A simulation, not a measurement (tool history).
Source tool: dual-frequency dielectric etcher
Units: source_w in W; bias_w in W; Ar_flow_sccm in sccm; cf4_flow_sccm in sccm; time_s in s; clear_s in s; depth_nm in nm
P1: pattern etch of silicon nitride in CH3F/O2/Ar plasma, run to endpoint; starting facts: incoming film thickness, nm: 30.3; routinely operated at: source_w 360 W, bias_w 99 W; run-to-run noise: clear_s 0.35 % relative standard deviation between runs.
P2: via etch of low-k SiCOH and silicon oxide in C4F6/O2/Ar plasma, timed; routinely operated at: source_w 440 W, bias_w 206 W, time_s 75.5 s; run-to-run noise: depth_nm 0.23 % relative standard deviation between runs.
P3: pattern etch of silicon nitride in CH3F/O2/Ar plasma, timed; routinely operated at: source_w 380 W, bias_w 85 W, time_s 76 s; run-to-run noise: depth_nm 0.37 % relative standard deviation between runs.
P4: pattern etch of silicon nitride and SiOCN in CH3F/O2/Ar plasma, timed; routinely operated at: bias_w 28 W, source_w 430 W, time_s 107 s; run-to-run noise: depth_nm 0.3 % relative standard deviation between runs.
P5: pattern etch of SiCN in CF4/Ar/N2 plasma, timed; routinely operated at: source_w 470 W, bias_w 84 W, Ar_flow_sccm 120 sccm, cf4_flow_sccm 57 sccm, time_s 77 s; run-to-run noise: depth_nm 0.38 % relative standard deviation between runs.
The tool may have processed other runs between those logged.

run   hour  process  source_w  bias_w  Ar_flow_sccm  cf4_flow_sccm  time_s  hours since the last wet clean  hours since the last source power generator calibration  hours since the last bias power generator calibration  clear_s  depth_nm
  1   13.6       P1       360      99                                                                222.9                                                   1130.7                                                 1963.5   40.659
  2   23.4       P5       470      84           120             57      77                           232.7                                                   1140.5                                                 1973.3             67.269
  3   33.3       P2       440     206                                 75.5                           242.6                                                   1150.4                                                 1983.2             224.09
  4   48.8       P2       440     206                                 75.5                           258.1                                                   1165.9                                                 1998.7              223.4
  5   57.1       P4       430      28                                   77                           266.4                                                   1174.2                                                   2007             11.472
  6   67.4       P1       360      99                                                                276.7                                                   1184.5                                                 2017.3   40.605
  7   79.3       P1       360      99                                                                288.6                                                   1196.4                                                 2029.2   40.494
  8   91.8       P4       430      17                                  107                           301.1                                                   1208.9                                                 2041.7             12.816
  9  105.6       P1       250      66                                                                314.9                                                   1222.7                                                 2055.5   53.721
 10  116.1       P2       440     206                                   93                           325.4                                                   1233.2                                                   2066             275.72
 11  129.3       P1       440      99                                                                338.6                                                   1246.4                                                 2079.2   37.991
 12  141.4       P1       360      99                                                                350.7                                                   1258.5                                                 2091.3   40.843
     153.3  -- source power generator calibrated
 13  155.5       P3       380      85                                   76                           364.8                                                      2.3                                                 2105.4             55.756
 14  165.5       P1       360      99                                                                374.8                                                     12.3                                                 2115.4   40.756
 15  179.1       P5       470      84           120             57      77                           388.4                                                     25.9                                                   2129             67.217
 16  191.3       P1       250      99                                                                400.6                                                     38.1                                                 2141.2   46.342
 17  203.8       P4       610      28                                  107                           413.1                                                     50.6                                                 2153.7             18.001
 18  219.5       P1       360      99                                                                428.8                                                     66.3                                                 2169.4   40.566
 19  234.3       P5       470      84            90             57      77                           443.6                                                     81.1                                                 2184.2             70.462
 20  241.5       P4       430      28                                  107                           450.8                                                     88.3                                                 2191.4              15.99
 21  256.5       P3       380      85                                   76                           465.8                                                    103.3                                                 2206.4             55.722
 22  272.1       P1       360      77                                                                481.4                                                    118.9                                                   2222   44.424
 23  288.1       P2       570     206                                 75.5                           497.4                                                    134.9                                                   2238              247.8
     295.5  -- bias power generator calibrated
 24  296.8       P3       380      85                                 95.5                           506.1                                                    143.6                                                    1.3             70.369
 25  306.1       P2       440     282                                 75.5                           515.4                                                    152.9                                                   10.6             248.64
 26  317.6       P5       270      84           120             57      77                           526.9                                                    164.4                                                   22.1             41.684
 27  324.8       P5       470      84           120             76      77                           534.1                                                    171.6                                                   29.3             70.682
 28  337.5       P5       470      84           120             57    42.5                           546.8                                                    184.3                                                     42             37.253
 29  350.2       P3       520      85                                   76                           559.5                                                      197                                                   54.7             62.757
 30  359.5       P1       280      81                                                                568.8                                                    206.3                                                     64   47.792
 31  369.2       P4       430      28                                  107                           578.5                                                      216                                                   73.7             15.929
 32  379.1       P3       380      54                                   76                           588.4                                                    225.9                                                   83.6             47.447
 33  386.2       P5       470      61           120             57      77                           595.5                                                      233                                                   90.7             59.915
 34  396.8       P1       360     131                                                                606.1                                                    243.6                                                  101.3   36.628
 35    406       P1       360      99                                                                615.3                                                    252.8                                                  110.5   40.428
 36  419.6       P1       360      99                                                                628.9                                                    266.4                                                  124.1   40.706
 37  432.2       P1       360      99                                                                641.5                                                      279                                                  136.7   40.123
 38  444.9       P1       360      99                                                                654.2                                                    291.7                                                  149.4   40.337
 39  452.4       P1       360      99                                                                661.7                                                    299.2                                                  156.9   40.151
 40  463.6       P1       360      99                                                                672.9                                                    310.4                                                  168.1   39.942
 41  478.1       P1       360      99                                                                687.4                                                    324.9                                                  182.6   40.051
 42  491.3       P1       360      99                                                                700.6                                                    338.1                                                  195.8   39.853
 43  505.7       P1       360      99                                                                  715                                                    352.5                                                  210.2   40.187
     514.3  -- wet clean of the chamber
 44  517.4       P1       360      99                                                                  3.1                                                    364.2                                                  221.9   39.923
 45  531.5       P1       360      99                                                                 17.2                                                    378.3                                                    236   39.819
 46  540.7       P1       360      99                                                                 26.4                                                    387.5                                                  245.2   40.009
 47  552.8       P1       360      99                                                                 38.5                                                    399.6                                                  257.3   39.782

The log shows P1 creeping away from where it was. Any of the 2 causes listed here, at the size stated for it, fits the log just as well as the others:
A: source power that arrives over what is set, % = 4.83
B: bias power that arrives over what is set, % = 4.85
The drift started at roughly hour 419.6.
Why every other cause is out:
chamber walls in a state that raises the etch rate, %: work on it at hour 514.3, done after the drift set in, did not restore what the process gave before

Which of the check runs below tells the causes apart, meaning the causes would give it clearly different results? Each run uses 2 wafers whose results are averaged, and each result is shown as a question mark.
check 1  564.9       P4       540      22                                  107                                                                                                                                                                  ?
check 2  564.9       P2       440     280                                 75.5                                                                                                                                                                  ?
check 3  564.9       P5       470      67           120             57      77                                                                                                                                                                  ?
check 4  564.9       P3       480      85                                   76                                                                                                                                                                  ?

What every check run would give for each of its results, assuming each possible cause in turn:
  check    result    if A    if B
check 1  depth_nm  15.766  15.832
check 2  depth_nm  252.56  252.14
check 3  depth_nm  64.543  63.017
check 4  depth_nm  61.901  61.832
Gap, in per cent, between the two causes that each check separates least, read from the result that separates them most: check 1 0.42 %; check 2 0.17 %; check 3 2.39 %; check 4 0.11 %
The other checks would show nearly matching results whichever cause is true, so check 3 is the only one that separates the causes.

Then check 3 was run and gave: depth_nm 64.535 nm. Which cause is it?

The cause is A: source power that arrives over what is set, %.

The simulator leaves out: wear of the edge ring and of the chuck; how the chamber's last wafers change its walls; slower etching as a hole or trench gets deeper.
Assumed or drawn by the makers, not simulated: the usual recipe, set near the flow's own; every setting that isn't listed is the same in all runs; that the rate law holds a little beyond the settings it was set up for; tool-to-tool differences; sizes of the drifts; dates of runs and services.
